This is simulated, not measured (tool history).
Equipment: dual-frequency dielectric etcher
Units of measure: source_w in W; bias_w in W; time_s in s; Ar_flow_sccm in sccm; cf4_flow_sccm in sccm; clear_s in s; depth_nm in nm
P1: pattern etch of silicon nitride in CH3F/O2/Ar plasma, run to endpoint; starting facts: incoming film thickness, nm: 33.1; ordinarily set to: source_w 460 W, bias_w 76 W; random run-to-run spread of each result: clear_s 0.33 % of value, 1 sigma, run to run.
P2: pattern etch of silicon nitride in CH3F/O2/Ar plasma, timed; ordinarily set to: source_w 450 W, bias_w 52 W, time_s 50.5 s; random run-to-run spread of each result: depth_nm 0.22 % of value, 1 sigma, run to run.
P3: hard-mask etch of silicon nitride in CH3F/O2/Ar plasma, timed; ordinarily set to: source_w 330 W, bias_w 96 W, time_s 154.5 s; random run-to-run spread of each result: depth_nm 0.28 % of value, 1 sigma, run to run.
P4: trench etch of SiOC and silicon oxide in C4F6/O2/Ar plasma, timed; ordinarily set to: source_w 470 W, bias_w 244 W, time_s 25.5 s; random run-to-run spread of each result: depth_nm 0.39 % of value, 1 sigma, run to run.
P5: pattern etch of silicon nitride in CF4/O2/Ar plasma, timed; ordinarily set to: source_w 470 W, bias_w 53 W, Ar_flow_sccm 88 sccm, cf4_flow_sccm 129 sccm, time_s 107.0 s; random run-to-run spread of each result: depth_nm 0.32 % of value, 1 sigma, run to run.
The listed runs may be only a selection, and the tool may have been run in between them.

run   hour  process  source_w  bias_w  time_s  Ar_flow_sccm  cf4_flow_sccm  clear_s  depth_nm
  1   15.6       P1       460      76                                        44.150
  2   23.9       P2       450      52    70.0                                          44.826
  3   34.7       P3       330      96   154.5                                         112.920
  4   46.6       P5       470      53   107.0            88            129            208.620
  5   59.1       P5       470      53   107.0            88            154            212.370
  6   69.4       P5       470      53   107.0            58            129            217.160
  7   77.8       P1       560      76                                        41.077
  8   85.6       P5       470      53   107.0            88            129            210.630
  9   94.8       P1       590      47                                        47.066
 10  103.0       P1       460      76                                        44.034
 11  112.5       P1       460      76                                        44.347
 12  126.2       P1       460      93                                        41.207
 13  140.5       P4       290     244    25.5                                          51.066
     150.5  -- wet clean of the chamber
 14  154.4       P3       260      96   154.5                                         103.460
 15  169.3       P2       370      52    50.5                                          29.964
 16  181.7       P5       470      53    73.5            88            129            144.790
 17  191.9       P1       290      49                                        61.323
 18  204.5       P1       320      76                                        50.867
 19  217.0       P1       460      76                                        44.446
 20  230.7       P1       460      76                                        44.221

What will run 21 give?
 21  240.4       P2       450      52    50.5                                               ?

depth_nm: 32.369 nm
